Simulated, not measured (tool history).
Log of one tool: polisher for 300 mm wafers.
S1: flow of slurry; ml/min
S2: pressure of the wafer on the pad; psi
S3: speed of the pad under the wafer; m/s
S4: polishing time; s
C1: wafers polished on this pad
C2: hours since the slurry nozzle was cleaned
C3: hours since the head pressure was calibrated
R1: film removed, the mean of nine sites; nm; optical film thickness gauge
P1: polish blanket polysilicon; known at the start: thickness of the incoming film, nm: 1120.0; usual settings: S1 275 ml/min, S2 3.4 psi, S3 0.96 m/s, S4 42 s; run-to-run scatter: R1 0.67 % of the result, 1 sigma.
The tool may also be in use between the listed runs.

Run 1, hour 3.9: S1 275 ml/min, S2 3.4 psi, S3 0.96 m/s, S4 42 s; C1 573; C2 265.6; C3 359.7. Result: R1 350.31 nm.
Run 2, hour 10.3: S1 370 ml/min, S2 2.2 psi, S3 0.96 m/s, S4 42 s; C1 617; C2 272; C3 366.1. Result: R1 233.28 nm.
Run 3, hour 17: S1 275 ml/min, S2 3.4 psi, S3 0.44 m/s, S4 42 s; C1 662; C2 278.7; C3 372.8. Result: R1 159.24 nm.
At hour 24.8: head pressure recalibrated.
Run 4, hour 24.9: S1 275 ml/min, S2 3.4 psi, S3 0.96 m/s, S4 42 s; C1 716; C2 286.6; C3 0.1. Result: R1 353.16 nm.
Run 5, hour 30.1: S1 275 ml/min, S2 3.4 psi, S3 0.96 m/s, S4 65 s; C1 752; C2 291.8; C3 5.3. Result: R1 541.69 nm.
Run 6, hour 37: S1 275 ml/min, S2 1.5 psi, S3 0.96 m/s, S4 42 s; C1 799; C2 298.7; C3 12.2. Result: R1 152.7 nm.
Run 7, hour 42.2: S1 275 ml/min, S2 4.8 psi, S3 0.96 m/s, S4 42 s; C1 834; C2 303.9; C3 17.4. Result: R1 499.54 nm.
Run 8, hour 46.6: S1 165 ml/min, S2 3.4 psi, S3 0.48 m/s, S4 42 s; C1 864; C2 308.3; C3 21.8. Result: R1 165.49 nm.
Run 9, hour 50.8: S1 275 ml/min, S2 3.4 psi, S3 0.96 m/s, S4 42 s; C1 893; C2 312.5; C3 26. Result: R1 353.8 nm.
Run 10, hour 55.1: S1 410 ml/min, S2 3.4 psi, S3 0.96 m/s, S4 42 s; C1 922; C2 316.8; C3 30.3. Result: R1 360.05 nm.
Run 11, hour 61.2: S1 275 ml/min, S2 3.4 psi, S3 0.96 m/s, S4 42 s; C1 964; C2 322.9; C3 36.4. Result: R1 353.87 nm.
Run 12, hour 65.5: S1 275 ml/min, S2 3.4 psi, S3 0.96 m/s, S4 42 s; C1 993; C2 327.2; C3 40.7. Result: R1 347.37 nm.
Run 13, hour 73: S1 275 ml/min, S2 3.4 psi, S3 0.96 m/s, S4 19 s; C1 1045; C2 334.7; C3 48.2. Result: R1 159.08 nm.
Run 14, hour 80.5: S1 275 ml/min, S2 3.4 psi, S3 0.96 m/s, S4 42 s; C1 1096; C2 342.2; C3 55.7. Result: R1 348.75 nm.
Run 15, hour 87.1: S1 165 ml/min, S2 3.4 psi, S3 0.96 m/s, S4 42 s; C1 1141; C2 348.8; C3 62.3. Result: R1 327.07 nm.
Run 16, hour 94: S1 275 ml/min, S2 3.4 psi, S3 1.44 m/s, S4 42 s; C1 1188; C2 355.7; C3 69.2. Result: R1 522.16 nm.

Forecast run 17:
Run 17, hour 99.9: S1 275 ml/min, S2 3.4 psi, S3 0.96 m/s, S4 42 s; C1 1228; C2 361.6; C3 75.1. Result: R1 ?.

R1: 355.1 nm

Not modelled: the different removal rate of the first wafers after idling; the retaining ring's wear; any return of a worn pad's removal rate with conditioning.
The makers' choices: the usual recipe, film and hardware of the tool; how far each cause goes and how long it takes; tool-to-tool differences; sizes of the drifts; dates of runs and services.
